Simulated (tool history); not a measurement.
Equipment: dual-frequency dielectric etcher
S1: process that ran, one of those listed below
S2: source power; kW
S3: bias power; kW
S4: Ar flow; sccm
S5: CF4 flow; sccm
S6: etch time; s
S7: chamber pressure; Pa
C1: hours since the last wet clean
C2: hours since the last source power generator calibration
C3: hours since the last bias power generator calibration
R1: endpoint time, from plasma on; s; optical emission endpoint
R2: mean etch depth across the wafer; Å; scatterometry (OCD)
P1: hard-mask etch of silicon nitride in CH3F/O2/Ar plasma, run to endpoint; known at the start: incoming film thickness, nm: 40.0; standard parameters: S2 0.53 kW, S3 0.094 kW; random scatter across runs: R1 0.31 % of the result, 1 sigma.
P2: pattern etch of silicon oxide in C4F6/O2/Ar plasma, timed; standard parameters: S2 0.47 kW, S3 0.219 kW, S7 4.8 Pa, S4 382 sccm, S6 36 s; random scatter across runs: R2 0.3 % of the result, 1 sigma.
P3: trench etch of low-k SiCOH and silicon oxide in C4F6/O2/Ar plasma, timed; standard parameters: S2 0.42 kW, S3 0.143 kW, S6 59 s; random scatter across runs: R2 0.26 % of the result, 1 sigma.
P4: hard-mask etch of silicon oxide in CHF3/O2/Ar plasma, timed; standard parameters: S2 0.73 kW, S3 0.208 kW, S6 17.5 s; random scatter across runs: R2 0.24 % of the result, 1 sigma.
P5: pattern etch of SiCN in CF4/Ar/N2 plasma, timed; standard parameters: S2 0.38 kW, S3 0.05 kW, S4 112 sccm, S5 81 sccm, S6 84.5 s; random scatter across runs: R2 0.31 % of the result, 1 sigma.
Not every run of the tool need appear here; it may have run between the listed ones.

run 1 hour=6.3 | S1=P1 S2=0.53 S3=0.094 | C1=341.5 C2=2014.2 C3=2627.5 | R1=49.054
run 2 hour=11 | S1=P5 S2=0.38 S3=0.069 S4=112 S5=81 S6=84.5 | C1=346.2 C2=2018.9 C3=2632.2 | R2=647.6
run 3 hour=18.1 | S1=P3 S2=0.3 S3=0.143 S6=59 | C1=353.3 C2=2026 C3=2639.3 | R2=1568.1
run 4 hour=21.9 | S1=P3 S2=0.42 S3=0.2 S6=59 | C1=357.1 C2=2029.8 C3=2643.1 | R2=1982.8
run 5 hour=28.8 | S1=P1 S2=0.53 S3=0.094 | C1=364 C2=2036.7 C3=2650 | R1=48.927
run 6 hour=37 | S1=P1 S2=0.53 S3=0.094 | C1=372.2 C2=2044.9 C3=2658.2 | R1=48.728
run 7 hour=43.8 | S1=P1 S2=0.53 S3=0.058 | C1=379 C2=2051.7 C3=2665 | R1=57.534
run 8 hour=51.5 | S1=P2 S2=0.37 S3=0.219 S4=382 S6=36 S7=4.8 | C1=386.7 C2=2059.4 C3=2672.7 | R2=1145.5
run 9 hour=56 | S1=P5 S2=0.38 S3=0.05 S4=84 S5=81 S6=84.5 | C1=391.2 C2=2063.9 C3=2677.2 | R2=602.78
-- hour=56.6 source power generator calibrated
run 10 hour=62.7 | S1=P2 S2=0.47 S3=0.219 S4=382 S6=36 S7=4.8 | C1=397.9 C2=6.1 C3=2683.9 | R2=1253.6
-- hour=65.1 bias power generator calibrated
run 11 hour=69.7 | S1=P5 S2=0.28 S3=0.05 S4=112 S5=81 S6=84.5 | C1=404.9 C2=13.1 C3=4.7 | R2=441.64
run 12 hour=77.1 | S1=P2 S2=0.47 S3=0.219 S4=382 S6=36 S7=4.8 | C1=412.3 C2=20.5 C3=12.1 | R2=1257
run 13 hour=81.3 | S1=P1 S2=0.53 S3=0.094 | C1=416.5 C2=24.7 C3=16.3 | R1=48.709
run 14 hour=86.6 | S1=P4 S2=0.73 S3=0.264 S6=17.5 | C1=421.8 C2=30 C3=21.6 | R2=425.37
run 15 hour=93.8 | S1=P2 S2=0.47 S3=0.219 S4=382 S6=36 S7=6.07 | C1=429 C2=37.2 C3=28.8 | R2=1217.1
run 16 hour=100.3 | S1=P1 S2=0.69 S3=0.094 | C1=435.5 C2=43.7 C3=35.3 | R1=44.255
run 17 hour=108.5 | S1=P5 S2=0.38 S3=0.05 S4=112 S5=81 S6=62.5 | C1=443.7 C2=51.9 C3=43.5 | R2=428.43
run 18 hour=114.4 | S1=P1 S2=0.4 S3=0.12 | C1=449.6 C2=57.8 C3=49.4 | R1=49.298
run 19 hour=121.8 | S1=P1 S2=0.53 S3=0.122 | C1=457 C2=65.2 C3=56.8 | R1=44.538
run 20 hour=128 | S1=P5 S2=0.38 S3=0.05 S4=112 S5=81 S6=84.5 | C1=463.2 C2=71.4 C3=63 | R2=572.77
run 21 hour=136.2 | S1=P3 S2=0.42 S3=0.143 S6=59 | C1=471.4 C2=79.6 C3=71.2 | R2=1782.9
run 22 hour=143.2 | S1=P3 S2=0.42 S3=0.143 S6=59 | C1=478.4 C2=86.6 C3=78.2 | R2=1784.2
run 23 hour=148.3 | S1=P5 S2=0.38 S3=0.05 S4=112 S5=109 S6=84.5 | C1=483.5 C2=91.7 C3=83.3 | R2=602.76
run 24 hour=154.5 | S1=P2 S2=0.47 S3=0.265 S4=382 S6=36 S7=4.8 | C1=489.7 C2=97.9 C3=89.5 | R2=1340.5
run 25 hour=161.5 | S1=P1 S2=0.32 S3=0.094 | C1=496.7 C2=104.9 C3=96.5 | R1=59.167
run 26 hour=168 | S1=P4 S2=0.73 S3=0.208 S6=22 | C1=503.2 C2=111.4 C3=103 | R2=492.43
run 27 hour=172 | S1=P4 S2=0.51 S3=0.208 S6=17.5 | C1=507.2 C2=115.4 C3=107 | R2=341.31
run 28 hour=177.7 | S1=P2 S2=0.47 S3=0.219 S4=285 S6=36 S7=4.8 | C1=512.9 C2=121.1 C3=112.7 | R2=1299.5
run 29 hour=182.3 | S1=P4 S2=0.73 S3=0.208 S6=17.5 | C1=517.5 C2=125.7 C3=117.3 | R2=390.98
run 30 hour=190.5 | S1=P3 S2=0.42 S3=0.143 S6=37 | C1=525.7 C2=133.9 C3=125.5 | R2=1119.7
run 31 hour=195.9 | S1=P1 S2=0.7 S3=0.117 | C1=531.1 C2=139.3 C3=130.9 | R1=40.661
run 32 hour=202.1 | S1=P2 S2=0.47 S3=0.219 S4=382 S6=47.5 S7=4.8 | C1=537.3 C2=145.5 C3=137.1 | R2=1656.8
run 33 hour=208 | S1=P1 S2=0.53 S3=0.094 | C1=543.2 C2=151.4 C3=143 | R1=48.768
run 34 hour=215.7 | S1=P1 S2=0.53 S3=0.094 | C1=550.9 C2=159.1 C3=150.7 | R1=48.318
run 35 hour=222.5 | S1=P1 S2=0.53 S3=0.094 | C1=557.7 C2=165.9 C3=157.5 | R1=48.155
run 36 hour=228.1 | S1=P1 S2=0.53 S3=0.094 | C1=563.3 C2=171.5 C3=163.1 | R1=48.266
-- hour=231.2 wet clean of the chamber
run 37 hour=232.6 | S1=P1 S2=0.53 S3=0.094 | C1=1.4 C2=176 C3=167.6 | R1=48.115
run 38 hour=238.4 | S1=P1 S2=0.53 S3=0.094 | C1=7.2 C2=181.8 C3=173.4 | R1=48.226
run 39 hour=243 | S1=P1 S2=0.53 S3=0.094 | C1=11.8 C2=186.4 C3=178 | R1=48.066

P1 no longer gives what it gave before; its output has crept away from where it was. The following 2 causes, each at its listed size, fit the log equally well:
A: source power that arrives over what is set, % = 4.25
B: bias power that arrives over what is set, % = 4.48
Onset of the creep was near hour 208.
Each remaining cause and why it is not a fit:
chamber walls in a state that raises the etch rate, %: was serviced at hour 231.2, once the creep was under way, yet the earlier output never came back

Which of the 4 check runs listed below separates the causes, so that each cause would produce a clearly different result? Each run uses one wafer, and its results are marked with question marks.
run check 1 hour=247.6 | S1=P5 S2=0.38 S3=0.05 S4=112 S5=81 S6=84.5 | R2=?
run check 2 hour=247.6 | S1=P2 S2=0.47 S3=0.219 S4=382 S6=36 S7=4.8 | R2=?
run check 3 hour=247.6 | S1=P4 S2=0.73 S3=0.208 S6=17.5 | R2=?
run check 4 hour=247.6 | S1=P3 S2=0.42 S3=0.143 S6=59 | R2=?

If the cause were each of the candidates in turn, the checks would give the following:
check=check_1 result=R2 if_A=598.32 if_B=584.88
check=check_2 result=R2 if_A=1274.5 if_B=1272.3
check=check_3 result=R2 if_A=397.11 if_B=396.78
check=check_4 result=R2 if_A=1815.7 if_B=1809.6
Minimum pairwise separation of causes per check, each pair taken at its best-separating result: check 1 2.27 %; check 2 0.18 %; check 3 0.08 %; check 4 0.33 %
Check 1 distinguishes between the causes, while the remaining checks would return nearly the same result for all of them.

Check 1 has now been run. It gave: R2 586.12 Å. Which of the candidate causes is it?

Of the candidate causes, it is B: bias power that arrives over what is set, %.
